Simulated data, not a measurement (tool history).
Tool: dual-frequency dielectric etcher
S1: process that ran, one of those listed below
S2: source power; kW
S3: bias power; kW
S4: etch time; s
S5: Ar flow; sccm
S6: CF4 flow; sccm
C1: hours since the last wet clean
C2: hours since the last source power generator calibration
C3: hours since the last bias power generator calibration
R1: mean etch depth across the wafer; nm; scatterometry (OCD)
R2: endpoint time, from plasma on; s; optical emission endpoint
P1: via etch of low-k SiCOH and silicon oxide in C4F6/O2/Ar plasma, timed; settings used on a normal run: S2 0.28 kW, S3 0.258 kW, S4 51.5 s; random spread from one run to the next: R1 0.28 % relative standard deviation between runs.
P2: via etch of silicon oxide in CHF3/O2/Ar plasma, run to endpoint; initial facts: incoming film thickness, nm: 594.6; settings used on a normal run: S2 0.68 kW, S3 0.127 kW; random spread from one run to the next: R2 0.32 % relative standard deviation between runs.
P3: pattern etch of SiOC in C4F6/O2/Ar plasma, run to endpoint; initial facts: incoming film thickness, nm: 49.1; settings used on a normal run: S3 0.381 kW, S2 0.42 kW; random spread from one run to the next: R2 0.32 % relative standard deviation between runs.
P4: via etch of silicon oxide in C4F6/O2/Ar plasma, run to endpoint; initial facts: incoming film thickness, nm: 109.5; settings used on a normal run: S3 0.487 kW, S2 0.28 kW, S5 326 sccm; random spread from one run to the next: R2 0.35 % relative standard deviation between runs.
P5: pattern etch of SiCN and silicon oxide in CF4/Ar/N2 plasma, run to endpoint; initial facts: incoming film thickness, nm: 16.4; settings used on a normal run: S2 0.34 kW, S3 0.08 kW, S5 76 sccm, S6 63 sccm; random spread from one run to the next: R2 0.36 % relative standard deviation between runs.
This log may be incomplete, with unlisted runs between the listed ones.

{"run": 1, "hour": 15.9, "S1": "P1", "S2": 0.28, "S3": 0.258, "S4": 51.5, "C1": 347.4, "C2": 1406.3, "C3": 1213.6, "R1": 116.14}
{"run": 2, "hour": 24.1, "S1": "P5", "S2": 0.34, "S3": 0.05, "S5": 76, "S6": 63, "C1": 355.6, "C2": 1414.5, "C3": 1221.8, "R2": 26.391}
{"run": 3, "hour": 36.5, "S1": "P5", "S2": 0.34, "S3": 0.08, "S5": 76, "S6": 82, "C1": 368, "C2": 1426.9, "C3": 1234.2, "R2": 21.843}
{"run": 4, "hour": 47.3, "S1": "P1", "S2": 0.28, "S3": 0.258, "S4": 71, "C1": 378.8, "C2": 1437.7, "C3": 1245, "R1": 160.44}
{"run": 5, "hour": 61.5, "S1": "P3", "S2": 0.42, "S3": 0.381, "C1": 393, "C2": 1451.9, "C3": 1259.2, "R2": 17.613}
{"run": 6, "hour": 77.5, "S1": "P4", "S2": 0.28, "S3": 0.487, "S5": 219, "C1": 409, "C2": 1467.9, "C3": 1275.2, "R2": 27.071}
{"run": 7, "hour": 92.3, "S1": "P1", "S2": 0.37, "S3": 0.258, "S4": 51.5, "C1": 423.8, "C2": 1482.7, "C3": 1290, "R1": 129.25}
{"run": 8, "hour": 103.2, "S1": "P4", "S2": 0.28, "S3": 0.487, "S5": 326, "C1": 434.7, "C2": 1493.6, "C3": 1300.9, "R2": 28.298}
{"run": 9, "hour": 112.3, "S1": "P3", "S2": 0.42, "S3": 0.381, "C1": 443.8, "C2": 1502.7, "C3": 1310, "R2": 17.626}
{"run": 10, "hour": 121.0, "S1": "P1", "S2": 0.28, "S3": 0.258, "S4": 36, "C1": 452.5, "C2": 1511.4, "C3": 1318.7, "R1": 81.515}
{"run": 11, "hour": 135.2, "S1": "P5", "S2": 0.44, "S3": 0.08, "S5": 76, "S6": 63, "C1": 466.7, "C2": 1525.6, "C3": 1332.9, "R2": 18.035}
{"run": 12, "hour": 145.5, "S1": "P1", "S2": 0.28, "S3": 0.258, "S4": 51.5, "C1": 477, "C2": 1535.9, "C3": 1343.2, "R1": 117.28}
{"run": 13, "hour": 156.6, "S1": "P2", "S2": 0.68, "S3": 0.127, "C1": 488.1, "C2": 1547, "C3": 1354.3, "R2": 314.69}
{"run": 14, "hour": 174.6, "S1": "P1", "S2": 0.28, "S3": 0.258, "S4": 51.5, "C1": 506.1, "C2": 1565, "C3": 1372.3, "R1": 117.14}
{"run": 15, "hour": 189.1, "S1": "P2", "S2": 0.84, "S3": 0.127, "C1": 520.6, "C2": 1579.5, "C3": 1386.8, "R2": 292.02}
{"run": 16, "hour": 207.9, "S1": "P5", "S2": 0.34, "S3": 0.08, "S5": 52, "S6": 63, "C1": 539.4, "C2": 1598.3, "C3": 1405.6, "R2": 21.478}
{"hour": 209.8, "done": "source power generator calibrated"}
{"run": 17, "hour": 224.1, "S1": "P1", "S2": 0.28, "S3": 0.365, "S4": 51.5, "C1": 555.6, "C2": 14.3, "C3": 1421.8, "R1": 132.2}
{"run": 18, "hour": 239.5, "S1": "P2", "S2": 0.68, "S3": 0.08, "C1": 571, "C2": 29.7, "C3": 1437.2, "R2": 359.41}
{"run": 19, "hour": 253.1, "S1": "P1", "S2": 0.28, "S3": 0.199, "S4": 51.5, "C1": 584.6, "C2": 43.3, "C3": 1450.8, "R1": 106.53}
{"run": 20, "hour": 263.4, "S1": "P3", "S2": 0.58, "S3": 0.381, "C1": 594.9, "C2": 53.6, "C3": 1461.1, "R2": 15.634}
{"run": 21, "hour": 275.0, "S1": "P4", "S2": 0.28, "S3": 0.373, "S5": 326, "C1": 606.5, "C2": 65.2, "C3": 1472.7, "R2": 30.871}
{"run": 22, "hour": 291.9, "S1": "P1", "S2": 0.33, "S3": 0.258, "S4": 70, "C1": 623.4, "C2": 82.1, "C3": 1489.6, "R1": 169.36}
{"run": 23, "hour": 307.6, "S1": "P1", "S2": 0.22, "S3": 0.258, "S4": 51.5, "C1": 639.1, "C2": 97.8, "C3": 1505.3, "R1": 106.05}
{"run": 24, "hour": 317.4, "S1": "P5", "S2": 0.34, "S3": 0.08, "S5": 76, "S6": 63, "C1": 648.9, "C2": 107.6, "C3": 1515.1, "R2": 22.54}
{"run": 25, "hour": 325.8, "S1": "P3", "S2": 0.42, "S3": 0.309, "C1": 657.3, "C2": 116, "C3": 1523.5, "R2": 18.921}
{"run": 26, "hour": 343.3, "S1": "P1", "S2": 0.28, "S3": 0.258, "S4": 51.5, "C1": 674.8, "C2": 133.5, "C3": 1541, "R1": 116.44}
{"run": 27, "hour": 352.8, "S1": "P4", "S2": 0.17, "S3": 0.487, "S5": 326, "C1": 684.3, "C2": 143, "C3": 1550.5, "R2": 33.559}
{"run": 28, "hour": 366.5, "S1": "P1", "S2": 0.28, "S3": 0.258, "S4": 51.5, "C1": 698, "C2": 156.7, "C3": 1564.2, "R1": 116.59}
{"run": 29, "hour": 378.6, "S1": "P1", "S2": 0.28, "S3": 0.258, "S4": 51.5, "C1": 710.1, "C2": 168.8, "C3": 1576.3, "R1": 117.2}
{"run": 30, "hour": 390.2, "S1": "P1", "S2": 0.28, "S3": 0.258, "S4": 51.5, "C1": 721.7, "C2": 180.4, "C3": 1587.9, "R1": 117.56}
{"run": 31, "hour": 399.6, "S1": "P1", "S2": 0.28, "S3": 0.258, "S4": 51.5, "C1": 731.1, "C2": 189.8, "C3": 1597.3, "R1": 118.33}
{"run": 32, "hour": 415.7, "S1": "P1", "S2": 0.28, "S3": 0.258, "S4": 51.5, "C1": 747.2, "C2": 205.9, "C3": 1613.4, "R1": 118.64}
{"hour": 416.5, "done": "wet clean of the chamber"}
{"run": 33, "hour": 434.4, "S1": "P1", "S2": 0.28, "S3": 0.258, "S4": 51.5, "C1": 17.9, "C2": 224.6, "C3": 1632.1, "R1": 118.4}
{"run": 34, "hour": 448.3, "S1": "P1", "S2": 0.28, "S3": 0.258, "S4": 51.5, "C1": 31.8, "C2": 238.5, "C3": 1646, "R1": 118.72}

Run 35, settings as shown, results not yet in. Your forecast:
{"run": 35, "hour": 461.6, "S1": "P1", "S2": 0.28, "S3": 0.258, "S4": 51.5, "C1": 45.1, "C2": 251.8, "C3": 1659.3, "R1": "?"}

For run 35 the tool returned R1 118.71 nm.
